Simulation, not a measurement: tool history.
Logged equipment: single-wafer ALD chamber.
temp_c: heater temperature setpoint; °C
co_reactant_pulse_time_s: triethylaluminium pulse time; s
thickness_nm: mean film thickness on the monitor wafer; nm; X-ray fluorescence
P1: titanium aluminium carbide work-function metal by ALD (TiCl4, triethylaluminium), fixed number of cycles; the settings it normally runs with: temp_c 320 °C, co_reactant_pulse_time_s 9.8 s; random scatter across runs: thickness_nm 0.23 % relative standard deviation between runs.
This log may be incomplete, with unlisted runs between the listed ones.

run   hour  temp_c  co_reactant_pulse_time_s  hours since the last thermocouple change  hours since the last triethylaluminium bottle change  thickness_nm
  1   10.8     320                       9.8                                    1401.3                                                 585.4        2.1125
  2   24.8     320                     14.12                                    1415.3                                                 599.4        2.1684
  3   36.2     320                      4.91                                    1426.7                                                 610.8         1.784
  4   45.9     320                       9.8                                    1436.4                                                 620.5        2.1176
  5   58.3     320                       9.8                                    1448.8                                                 632.9        2.1219
  6   70.9     320                       9.8                                    1461.4                                                 645.5        2.1147
  7     83     320                       9.8                                    1473.5                                                 657.6         2.113
  8   92.1     308                      6.81                                    1482.6                                                 666.7        1.8794
  9   99.8     297                       9.8                                    1490.3                                                 674.4        1.9176
 10  106.6     345                       9.8                                    1497.1                                                 681.2        2.3268
 11  120.3     320                       9.8                                    1510.8                                                 694.9        2.1095
 12  129.4     320                       9.8                                    1519.9                                                   704        2.0952
 13  138.7     320                       9.8                                    1529.2                                                 713.3        2.0828
 14  145.5     320                       9.8                                      1536                                                 720.1        2.0817
 15    159     320                       9.8                                    1549.5                                                 733.6        2.0712
 16  172.4     320                       9.8                                    1562.9                                                   747        2.0599
 17  178.5     320                       9.8                                      1569                                                 753.1        2.0636

Something has made what P1 gives creep away from where it was; the 2 causes below, each at its own stated size, fit the log equally well:
A: wafer temperature below the value expected at the setpoint (K) = 5.25
B: triethylaluminium dose below that of a fresh bottle (%) = 13.9
At approximately hour 120.3, the process output began to creep.

Of the 4 check runs listed below, each run on one wafer and each result written as a question mark, which would let you distinguish the listed causes because they would give clearly different results?
check 1  184.6     297                       9.8                                                                                                             ?
check 2  184.6     320                      5.13                                                                                                             ?
check 3  184.6     343                       9.8                                                                                                             ?
check 4  184.6     341                       9.8                                                                                                             ?

Expected result of each check under each candidate cause:
  check        result    if A    if B
check 1  thickness_nm  1.8754   1.879
check 2  thickness_nm  1.7778  1.7124
check 3  thickness_nm  2.2684  2.2651
check 4  thickness_nm  2.2511  2.2481
Per-check spread between the two closest causes, in the result where they differ most: check 1 0.19 %; check 2 3.75 %; check 3 0.15 %; check 4 0.13 %
Check 2 is the one run that separates the causes; every other check would come out nearly the same whichever cause is at work.

Check 2 was then run and gave: thickness_nm 1.7849 nm. Which cause is it?

It was cause A: wafer temperature below the value expected at the setpoint (K).

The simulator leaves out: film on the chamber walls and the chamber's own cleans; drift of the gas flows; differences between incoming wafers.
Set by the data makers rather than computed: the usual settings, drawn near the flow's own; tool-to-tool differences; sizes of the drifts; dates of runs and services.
